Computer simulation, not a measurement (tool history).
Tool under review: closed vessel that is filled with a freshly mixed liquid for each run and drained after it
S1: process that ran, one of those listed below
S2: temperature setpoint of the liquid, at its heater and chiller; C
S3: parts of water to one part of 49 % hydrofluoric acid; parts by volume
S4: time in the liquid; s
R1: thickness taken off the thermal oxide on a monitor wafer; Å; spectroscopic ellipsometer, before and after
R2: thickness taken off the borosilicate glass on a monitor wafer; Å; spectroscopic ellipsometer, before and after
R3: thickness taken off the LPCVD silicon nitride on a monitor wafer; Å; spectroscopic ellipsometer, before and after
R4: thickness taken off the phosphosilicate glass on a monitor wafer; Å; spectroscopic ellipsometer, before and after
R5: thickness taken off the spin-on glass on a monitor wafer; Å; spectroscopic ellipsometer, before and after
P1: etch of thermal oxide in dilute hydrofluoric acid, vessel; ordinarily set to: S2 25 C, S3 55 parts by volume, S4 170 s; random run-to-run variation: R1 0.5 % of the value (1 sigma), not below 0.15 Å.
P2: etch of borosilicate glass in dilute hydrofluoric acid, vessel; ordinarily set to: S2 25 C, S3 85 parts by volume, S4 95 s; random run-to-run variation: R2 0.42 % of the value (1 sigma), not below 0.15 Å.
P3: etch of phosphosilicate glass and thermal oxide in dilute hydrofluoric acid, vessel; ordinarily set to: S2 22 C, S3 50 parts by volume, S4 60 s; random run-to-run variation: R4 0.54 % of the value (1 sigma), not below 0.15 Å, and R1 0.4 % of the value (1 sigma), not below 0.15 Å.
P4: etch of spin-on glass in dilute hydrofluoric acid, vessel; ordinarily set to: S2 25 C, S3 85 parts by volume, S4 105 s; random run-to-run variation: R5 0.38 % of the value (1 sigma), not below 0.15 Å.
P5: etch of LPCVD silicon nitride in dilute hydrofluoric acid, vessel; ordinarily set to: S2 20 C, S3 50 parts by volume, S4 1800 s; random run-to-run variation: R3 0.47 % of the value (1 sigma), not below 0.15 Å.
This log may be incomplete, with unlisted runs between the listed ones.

run   hour  S1    S2   S3    S4      R1      R2      R3      R4      R5
  1    6.6  P1    25   55   170   169.1
  2   14.7  P1    25   20   170  485.79
  3   22.3  P1    25   85   170  104.66
  4   35.2  P2    25   85    45           130.8
  5   47.6  P5    20   50   445                  29.353
  6   61.2  P1    25   55   170  168.55
  7   72.2  P3    22   50    60  59.233                  2337.2
  8   81.7  P5    20   50  1800                  119.93
  9   95.5  P3    22   50    60  58.982                    2327
 10  109.2  P2    25   85    95          276.11
 11  116.7  P5    20   50  1800                  119.12
 12  125.6  P2    25  135    95           164.6
 13  137.7  P1  31.5   55   170  218.73
 14  145.2  P4    25   85    30                                  91.188
 15  155.1  P5    20   80  1800                  75.126
 16  164.7  P4    25   20   105                                  1491.1
 17  173.7  P2    25   85    95           277.1
 18  179.9  P1  18.5   55   170  127.78
 19  189.7  P3    28   50    60  74.866                    3031
     193.9  -- hydrofluoric acid flow meter replaced
 20  199.9  P4  32.5   85   105                                  423.86
 21    209  P1    25   55    70   69.44
 22  218.6  P1    25   55   280  279.61
 23  229.1  P3    22   50    30  29.477                    1171
 24    241  P1    25   55   170  168.36
 25  247.3  P4    25   85   105                                  319.11
 26  253.8  P2    17   85    95           199.5
 27  261.8  P1    25   55   170  169.69
 28  275.5  P1    25   55   170  168.73
 29  282.1  P1    25   95    30  16.136

For run 30, what comes out?
 30  288.5  P5  17  50  1800           ?

R3: 96.81 Å

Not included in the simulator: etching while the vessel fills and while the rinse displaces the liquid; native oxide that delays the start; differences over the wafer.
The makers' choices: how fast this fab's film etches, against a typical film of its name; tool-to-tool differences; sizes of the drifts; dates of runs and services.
